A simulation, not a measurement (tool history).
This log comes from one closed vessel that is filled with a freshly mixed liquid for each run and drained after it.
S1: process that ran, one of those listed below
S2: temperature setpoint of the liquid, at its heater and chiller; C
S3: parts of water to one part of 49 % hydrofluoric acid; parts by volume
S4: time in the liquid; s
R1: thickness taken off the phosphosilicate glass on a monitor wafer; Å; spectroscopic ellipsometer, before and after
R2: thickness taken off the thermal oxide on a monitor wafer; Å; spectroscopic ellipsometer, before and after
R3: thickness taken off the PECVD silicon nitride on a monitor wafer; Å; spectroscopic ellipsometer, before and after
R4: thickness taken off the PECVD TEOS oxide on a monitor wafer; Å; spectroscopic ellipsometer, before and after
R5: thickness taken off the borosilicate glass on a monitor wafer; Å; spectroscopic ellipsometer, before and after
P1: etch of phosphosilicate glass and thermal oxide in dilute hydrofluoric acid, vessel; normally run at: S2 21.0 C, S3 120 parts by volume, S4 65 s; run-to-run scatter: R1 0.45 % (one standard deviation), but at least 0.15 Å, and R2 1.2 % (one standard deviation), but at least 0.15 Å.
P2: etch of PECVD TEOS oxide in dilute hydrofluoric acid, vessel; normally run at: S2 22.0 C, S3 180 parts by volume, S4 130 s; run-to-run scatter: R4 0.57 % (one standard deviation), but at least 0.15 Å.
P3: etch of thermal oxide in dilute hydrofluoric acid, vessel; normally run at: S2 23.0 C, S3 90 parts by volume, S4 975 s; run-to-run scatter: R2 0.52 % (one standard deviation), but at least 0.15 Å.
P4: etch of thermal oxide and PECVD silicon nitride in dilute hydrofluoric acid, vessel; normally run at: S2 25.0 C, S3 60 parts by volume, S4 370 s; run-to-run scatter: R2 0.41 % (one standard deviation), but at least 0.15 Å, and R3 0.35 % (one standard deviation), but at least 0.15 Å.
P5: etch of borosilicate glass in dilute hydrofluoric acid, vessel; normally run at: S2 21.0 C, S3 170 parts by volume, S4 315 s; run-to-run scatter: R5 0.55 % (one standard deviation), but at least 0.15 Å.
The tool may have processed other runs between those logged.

Run 1, hour 6.2: S1 P1, S2 21.0 C, S3 120 parts by volume, S4 65 s. Result: R1 326.01 Å, R2 21.9760 Å.
Run 2, hour 12.8: S1 P1, S2 21.0 C, S3 120 parts by volume, S4 30 s. Result: R1 150.42 Å, R2 9.8771 Å.
Run 3, hour 17.9: S1 P4, S2 25.0 C, S3 60 parts by volume, S4 50 s. Result: R2 43.3570 Å, R3 15.054 Å.
Run 4, hour 24.9: S1 P1, S2 25.5 C, S3 120 parts by volume, S4 65 s. Result: R1 387.90 Å, R2 26.9720 Å.
Run 5, hour 28.2: S1 P2, S2 22.0 C, S3 270 parts by volume, S4 130 s. Result: R4 65.467 Å.
Run 6, hour 31.8: S1 P1, S2 21.0 C, S3 120 parts by volume, S4 65 s. Result: R1 325.87 Å, R2 21.8930 Å.
Run 7, hour 36.4: S1 P1, S2 21.0 C, S3 200 parts by volume, S4 65 s. Result: R1 180.46 Å, R2 12.2900 Å.
Run 8, hour 40.3: S1 P1, S2 24.5 C, S3 120 parts by volume, S4 95 s. Result: R1 546.84 Å, R2 37.9080 Å.
Run 9, hour 47.0: S1 P1, S2 17.0 C, S3 120 parts by volume, S4 65 s. Result: R1 276.85 Å, R2 18.9720 Å.
Run 10, hour 52.5: S1 P1, S2 21.0 C, S3 120 parts by volume, S4 65 s. Result: R1 325.71 Å, R2 21.6240 Å.
Run 11, hour 56.3: S1 P1, S2 21.0 C, S3 120 parts by volume, S4 65 s. Result: R1 324.11 Å, R2 22.3800 Å.
Run 12, hour 61.5: S1 P2, S2 22.0 C, S3 180 parts by volume, S4 250 s. Result: R4 205.480 Å.
Run 13, hour 64.9: S1 P1, S2 21.0 C, S3 170 parts by volume, S4 30 s. Result: R1 100.45 Å, R2 6.7173 Å.
Run 14, hour 71.2: S1 P1, S2 21.0 C, S3 120 parts by volume, S4 120 s. Result: R1 600.07 Å, R2 41.4320 Å.
Run 15, hour 76.9: S1 P4, S2 25.0 C, S3 60 parts by volume, S4 370 s. Result: R2 320.2800 Å, R3 110.690 Å.
Run 16, hour 80.5: S1 P1, S2 21.0 C, S3 120 parts by volume, S4 65 s. Result: R1 323.96 Å, R2 22.5620 Å.
Run 17, hour 85.8: S1 P1, S2 21.0 C, S3 55 parts by volume, S4 65 s. Result: R1 767.99 Å, R2 52.2580 Å.
Run 18, hour 91.9: S1 P5, S2 28.0 C, S3 170 parts by volume, S4 315 s. Result: R5 666.76 Å.
Run 19, hour 97.1: S1 P5, S2 21.0 C, S3 170 parts by volume, S4 560 s. Result: R5 909.70 Å.
Run 20, hour 101.7: S1 P2, S2 17.0 C, S3 180 parts by volume, S4 130 s. Result: R4 87.010 Å.
Run 21, hour 109.0: S1 P4, S2 31.0 C, S3 60 parts by volume, S4 370 s. Result: R2 407.1100 Å, R3 162.870 Å.
Run 22, hour 112.7: S1 P3, S2 17.0 C, S3 90 parts by volume, S4 975 s. Result: R2 395.0700 Å.
Run 23, hour 119.0: S1 P4, S2 25.0 C, S3 30 parts by volume, S4 370 s. Result: R2 667.8200 Å, R3 217.880 Å.
Run 24, hour 125.7: S1 P1, S2 21.0 C, S3 120 parts by volume, S4 65 s. Result: R1 324.27 Å, R2 22.6750 Å.
At hour 128.0: hydrofluoric acid flow meter replaced.
Run 25, hour 129.3: S1 P3, S2 23.0 C, S3 160 parts by volume, S4 975 s. Result: R2 260.2800 Å.
Run 26, hour 134.0: S1 P5, S2 21.0 C, S3 170 parts by volume, S4 315 s. Result: R5 504.37 Å.
Run 27, hour 138.6: S1 P3, S2 23.0 C, S3 90 parts by volume, S4 120 s. Result: R2 61.8780 Å.
Run 28, hour 144.1: S1 P5, S2 21.0 C, S3 50 parts by volume, S4 315 s. Result: R5 1979.50 Å.
Run 29, hour 149.9: S1 P3, S2 23.0 C, S3 90 parts by volume, S4 975 s. Result: R2 503.6300 Å.
Run 30, hour 154.4: S1 P2, S2 22.0 C, S3 180 parts by volume, S4 130 s. Result: R4 105.960 Å.
Run 31, hour 157.8: S1 P1, S2 21.0 C, S3 120 parts by volume, S4 65 s. Result: R1 323.32 Å, R2 22.8200 Å.
Run 32, hour 161.1: S1 P1, S2 21.0 C, S3 120 parts by volume, S4 65 s. Result: R1 317.13 Å, R2 21.9130 Å.
Run 33, hour 166.8: S1 P1, S2 21.0 C, S3 120 parts by volume, S4 65 s. Result: R1 312.40 Å, R2 21.2810 Å.
Run 34, hour 173.5: S1 P1, S2 21.0 C, S3 120 parts by volume, S4 65 s. Result: R1 307.12 Å, R2 21.6750 Å.
Run 35, hour 178.5: S1 P1, S2 21.0 C, S3 120 parts by volume, S4 65 s. Result: R1 306.34 Å, R2 20.4760 Å.
Run 36, hour 181.9: S1 P1, S2 21.0 C, S3 120 parts by volume, S4 65 s. Result: R1 306.09 Å, R2 20.6610 Å.
Run 37, hour 186.2: S1 P1, S2 21.0 C, S3 120 parts by volume, S4 65 s. Result: R1 304.91 Å, R2 20.9330 Å.
Run 38, hour 190.7: S1 P1, S2 21.0 C, S3 120 parts by volume, S4 65 s. Result: R1 304.45 Å, R2 20.6550 Å.

Something has made what P1 gives creep away from where it was; the 2 causes below, each at its own stated size, fit the log equally well:
A: liquid colder than its thermometer reads (K) = 1.69
B: hydrofluoric acid flow below the setpoint (%) = 5.83
The gradual shift began around hour 157.8.

The check runs listed below each take one wafer, and their results are still question marks. Under which run would the listed causes lead to clearly different results?
Run check 1, hour 195.2: S1 P2, S2 22.0 C, S3 180 parts by volume, S4 130 s. Result: R4 ?.
Run check 2, hour 195.2: S1 P5, S2 21.0 C, S3 170 parts by volume, S4 315 s. Result: R5 ?.
Run check 3, hour 195.2: S1 P3, S2 23.0 C, S3 90 parts by volume, S4 975 s. Result: R2 ?.
Run check 4, hour 195.2: S1 P4, S2 25.0 C, S3 60 parts by volume, S4 370 s. Result: R2 ?, R3 ?.

How each check would come out, cause by cause:
  check  result      if A      if B
check 1      R4    99.862    99.220
check 2      R5    478.65    476.47
check 3      R2  470.5000  471.3200
check 4      R2  299.3800  300.5700
check 4      R3    98.725   104.230
Per-check spread between the two closest causes, in the result where they differ most: check 1 0.64 %; check 2 0.46 %; check 3 0.18 %; check 4 5.43 %
Only in check 4 would the causes give clearly different results; in the remaining checks their results would be nearly the same.

Check 4 has now been run. It gave: R2 300.1300 Å; R3 104.280 Å. Which of the candidate causes is it?

Of the candidate causes, it is B: hydrofluoric acid flow below the setpoint (%).
